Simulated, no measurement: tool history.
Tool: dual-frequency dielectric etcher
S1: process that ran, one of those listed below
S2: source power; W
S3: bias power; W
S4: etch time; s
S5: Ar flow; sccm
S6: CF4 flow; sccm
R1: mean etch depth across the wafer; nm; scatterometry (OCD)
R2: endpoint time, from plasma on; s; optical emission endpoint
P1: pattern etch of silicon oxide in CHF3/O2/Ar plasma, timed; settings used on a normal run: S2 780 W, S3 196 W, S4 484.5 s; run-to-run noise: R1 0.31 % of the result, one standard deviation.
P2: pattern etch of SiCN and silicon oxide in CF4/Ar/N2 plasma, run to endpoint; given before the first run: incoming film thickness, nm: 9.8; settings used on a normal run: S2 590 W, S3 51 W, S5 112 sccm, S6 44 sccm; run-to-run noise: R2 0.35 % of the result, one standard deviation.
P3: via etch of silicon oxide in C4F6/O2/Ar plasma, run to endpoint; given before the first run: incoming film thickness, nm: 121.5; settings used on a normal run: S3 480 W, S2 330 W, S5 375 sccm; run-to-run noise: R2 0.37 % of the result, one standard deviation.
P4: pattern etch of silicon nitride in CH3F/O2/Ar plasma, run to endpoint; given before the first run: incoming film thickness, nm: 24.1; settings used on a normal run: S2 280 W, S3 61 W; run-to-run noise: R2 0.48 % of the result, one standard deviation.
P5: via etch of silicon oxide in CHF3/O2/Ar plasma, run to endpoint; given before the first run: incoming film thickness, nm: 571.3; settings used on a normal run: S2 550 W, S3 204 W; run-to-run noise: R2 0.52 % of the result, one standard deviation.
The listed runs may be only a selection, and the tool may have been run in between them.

{"run": 1, "hour": 6.8, "S1": "P1", "S2": 780, "S3": 196, "S4": 484.5, "R1": 1057}
{"run": 2, "hour": 14.9, "S1": "P2", "S2": 590, "S3": 51, "S5": 112, "S6": 33, "R2": 11.948}
{"run": 3, "hour": 20.7, "S1": "P1", "S2": 780, "S3": 196, "S4": 484.5, "R1": 1064}
{"run": 4, "hour": 25.4, "S1": "P1", "S2": 570, "S3": 243, "S4": 484.5, "R1": 1015.3}
{"run": 5, "hour": 31.9, "S1": "P1", "S2": 570, "S3": 196, "S4": 484.5, "R1": 936.02}
{"run": 6, "hour": 37.6, "S1": "P2", "S2": 590, "S3": 51, "S5": 141, "S6": 44, "R2": 11.778}
{"run": 7, "hour": 46.0, "S1": "P1", "S2": 780, "S3": 196, "S4": 484.5, "R1": 1050.6}
{"run": 8, "hour": 51.4, "S1": "P2", "S2": 590, "S3": 66, "S5": 112, "S6": 44, "R2": 10.302}
{"run": 9, "hour": 55.9, "S1": "P3", "S2": 330, "S3": 480, "S5": 375, "R2": 30.315}
{"run": 10, "hour": 61.0, "S1": "P1", "S2": 1100, "S3": 196, "S4": 484.5, "R1": 1207.9}
{"run": 11, "hour": 68.7, "S1": "P1", "S2": 780, "S3": 196, "S4": 484.5, "R1": 1059.4}
{"run": 12, "hour": 73.8, "S1": "P2", "S2": 750, "S3": 51, "S5": 112, "S6": 44, "R2": 9.1168}
{"run": 13, "hour": 80.9, "S1": "P2", "S2": 590, "S3": 51, "S5": 112, "S6": 44, "R2": 11.133}
{"run": 14, "hour": 87.3, "S1": "P5", "S2": 750, "S3": 204, "R2": 252.89}
{"run": 15, "hour": 92.0, "S1": "P5", "S2": 550, "S3": 242, "R2": 266.45}
{"run": 16, "hour": 100.4, "S1": "P3", "S2": 460, "S3": 480, "S5": 375, "R2": 26.668}
{"run": 17, "hour": 107.6, "S1": "P3", "S2": 330, "S3": 375, "S5": 375, "R2": 33.092}
{"run": 18, "hour": 112.3, "S1": "P5", "S2": 550, "S3": 204, "R2": 284.02}
{"run": 19, "hour": 116.9, "S1": "P1", "S2": 780, "S3": 196, "S4": 606, "R1": 1324.9}
{"run": 20, "hour": 122.6, "S1": "P4", "S2": 280, "S3": 61, "R2": 41.753}
{"run": 21, "hour": 128.6, "S1": "P1", "S2": 780, "S3": 196, "S4": 484.5, "R1": 1060.2}
{"run": 22, "hour": 133.4, "S1": "P3", "S2": 330, "S3": 480, "S5": 244, "R2": 28.758}
{"run": 23, "hour": 137.4, "S1": "P1", "S2": 960, "S3": 122, "S4": 484.5, "R1": 990.07}
{"run": 24, "hour": 143.4, "S1": "P1", "S2": 780, "S3": 127, "S4": 484.5, "R1": 917.21}
{"run": 25, "hour": 150.1, "S1": "P1", "S2": 780, "S3": 196, "S4": 284, "R1": 618.56}
{"run": 26, "hour": 154.0, "S1": "P5", "S2": 550, "S3": 204, "R2": 285.49}
{"run": 27, "hour": 160.1, "S1": "P4", "S2": 280, "S3": 61, "R2": 41.338}
{"run": 28, "hour": 163.9, "S1": "P3", "S2": 330, "S3": 480, "S5": 375, "R2": 30.042}
{"run": 29, "hour": 170.7, "S1": "P4", "S2": 280, "S3": 47, "R2": 45.701}
{"run": 30, "hour": 175.5, "S1": "P4", "S2": 360, "S3": 61, "R2": 37.769}
{"run": 31, "hour": 182.4, "S1": "P1", "S2": 780, "S3": 270, "S4": 484.5, "R1": 1178.9}
{"run": 32, "hour": 186.5, "S1": "P1", "S2": 780, "S3": 196, "S4": 484.5, "R1": 1054.7}
{"run": 33, "hour": 191.6, "S1": "P1", "S2": 780, "S3": 196, "S4": 484.5, "R1": 1064.1}
{"run": 34, "hour": 199.9, "S1": "P1", "S2": 780, "S3": 196, "S4": 484.5, "R1": 1072}
{"run": 35, "hour": 207.3, "S1": "P1", "S2": 780, "S3": 196, "S4": 484.5, "R1": 1067.3}
{"run": 36, "hour": 211.5, "S1": "P1", "S2": 780, "S3": 196, "S4": 484.5, "R1": 1068.2}
{"run": 37, "hour": 219.2, "S1": "P1", "S2": 780, "S3": 196, "S4": 484.5, "R1": 1069.4}
{"hour": 219.8, "done": "wet clean of the chamber"}
{"run": 38, "hour": 225.7, "S1": "P1", "S2": 780, "S3": 196, "S4": 484.5, "R1": 1070.1}
{"run": 39, "hour": 232.3, "S1": "P1", "S2": 780, "S3": 196, "S4": 484.5, "R1": 1076.9}
{"run": 40, "hour": 238.9, "S1": "P1", "S2": 780, "S3": 196, "S4": 484.5, "R1": 1072.6}
{"run": 41, "hour": 244.9, "S1": "P1", "S2": 780, "S3": 196, "S4": 484.5, "R1": 1073.6}
{"run": 42, "hour": 251.5, "S1": "P1", "S2": 780, "S3": 196, "S4": 484.5, "R1": 1076.4}

The output of P1 has drifted from where it used to be. Each of the 2 causes below, taken at the size shown beside it, accounts for the log equally well:
A: bias power that arrives over what is set, % = 4.68
B: source power that arrives over what is set, % = 4.11
The gradual shift began around hour 186.5.
All other causes, with the reason each is excluded:
chamber walls in a state that raises the etch rate, %: serviced after onset, at hour 219.8, with no recovery of the prior output

Each of the check runs listed below is run on 2 wafers and reports their average, with the results left as question marks. Pick the one under which the possible causes would lead to clearly different results.
{"run": "check 1", "hour": 258.1, "S1": "P5", "S2": 550, "S3": 204, "R2": "?"}
{"run": "check 2", "hour": 258.1, "S1": "P3", "S2": 330, "S3": 480, "S5": 375, "R2": "?"}
{"run": "check 3", "hour": 258.1, "S1": "P4", "S2": 280, "S3": 61, "R2": "?"}
{"run": "check 4", "hour": 258.1, "S1": "P2", "S2": 590, "S3": 51, "S5": 112, "S6": 44, "R2": "?"}

How each check would come out, cause by cause:
check=check_1 result=R2 if_A=280.36 if_B=280.54
check=check_2 result=R2 if_A=29.63 if_B=29.7
check=check_3 result=R2 if_A=41.028 if_B=41.039
check=check_4 result=R2 if_A=11.033 if_B=10.815
Per-check spread between the two closest causes, in the result where they differ most: check 1 0.06 %; check 2 0.24 %; check 3 0.03 %; check 4 2 %
The other checks would show nearly matching results whichever cause is true, so check 4 is the only one that separates the causes.

Check 4 was then run and gave: R2 10.793 s. Which cause is it?

It is B: source power that arrives over what is set, %.
